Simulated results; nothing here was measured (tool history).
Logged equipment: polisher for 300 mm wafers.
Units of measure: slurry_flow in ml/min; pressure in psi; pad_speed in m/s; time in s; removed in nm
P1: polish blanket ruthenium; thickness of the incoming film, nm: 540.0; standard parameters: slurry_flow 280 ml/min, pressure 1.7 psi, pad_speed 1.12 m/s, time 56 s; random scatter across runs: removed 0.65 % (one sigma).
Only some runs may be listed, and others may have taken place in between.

Run 1, hour 7.2: slurry_flow 280 ml/min, pressure 1.7 psi, pad_speed 1.12 m/s, time 56 s. Result: removed 50.341 nm.
Run 2, hour 14: slurry_flow 280 ml/min, pressure 1.7 psi, pad_speed 1.12 m/s, time 56 s. Result: removed 50.489 nm.
At hour 19.7: slurry nozzle cleaned.
Run 3, hour 22.2: slurry_flow 280 ml/min, pressure 1.7 psi, pad_speed 1.12 m/s, time 56 s. Result: removed 50.35 nm.
Run 4, hour 31.3: slurry_flow 170 ml/min, pressure 1.7 psi, pad_speed 1.12 m/s, time 56 s. Result: removed 47.563 nm.
Run 5, hour 38.7: slurry_flow 280 ml/min, pressure 2.4 psi, pad_speed 1.12 m/s, time 56 s. Result: removed 70.65 nm.
Run 6, hour 44.4: slurry_flow 380 ml/min, pressure 1.7 psi, pad_speed 1.12 m/s, time 75 s. Result: removed 69.272 nm.
Run 7, hour 49.3: slurry_flow 280 ml/min, pressure 1.7 psi, pad_speed 1.12 m/s, time 56 s. Result: removed 51.12 nm.
Run 8, hour 57.1: slurry_flow 280 ml/min, pressure 1.7 psi, pad_speed 0.52 m/s, time 56 s. Result: removed 23.211 nm.
Run 9, hour 67.2: slurry_flow 280 ml/min, pressure 1.7 psi, pad_speed 1.44 m/s, time 56 s. Result: removed 64.761 nm.
Run 10, hour 76.9: slurry_flow 395 ml/min, pressure 1.3 psi, pad_speed 1.12 m/s, time 56 s. Result: removed 39.316 nm.
Run 11, hour 83: slurry_flow 280 ml/min, pressure 0.9 psi, pad_speed 1.12 m/s, time 56 s. Result: removed 26.493 nm.
Run 12, hour 90: slurry_flow 280 ml/min, pressure 1.7 psi, pad_speed 1.12 m/s, time 56 s. Result: removed 50.936 nm.
Run 13, hour 96.4: slurry_flow 280 ml/min, pressure 1.7 psi, pad_speed 1.12 m/s, time 56 s. Result: removed 50.202 nm.
Run 14, hour 105.7: slurry_flow 415 ml/min, pressure 1.7 psi, pad_speed 1.12 m/s, time 56 s. Result: removed 52.013 nm.
Run 15, hour 111.8: slurry_flow 280 ml/min, pressure 1.7 psi, pad_speed 1.12 m/s, time 79 s. Result: removed 70.707 nm.
Run 16, hour 117.4: slurry_flow 280 ml/min, pressure 1.7 psi, pad_speed 1.12 m/s, time 27 s. Result: removed 23.987 nm.
Run 17, hour 122.9: slurry_flow 280 ml/min, pressure 1.7 psi, pad_speed 1.12 m/s, time 56 s. Result: removed 50.173 nm.

Run 18, settings as shown, results not yet in. Your forecast:
Run 18, hour 127.9: slurry_flow 280 ml/min, pressure 1.7 psi, pad_speed 1.12 m/s, time 56 s. Result: removed ?.

removed: 49.709 nm

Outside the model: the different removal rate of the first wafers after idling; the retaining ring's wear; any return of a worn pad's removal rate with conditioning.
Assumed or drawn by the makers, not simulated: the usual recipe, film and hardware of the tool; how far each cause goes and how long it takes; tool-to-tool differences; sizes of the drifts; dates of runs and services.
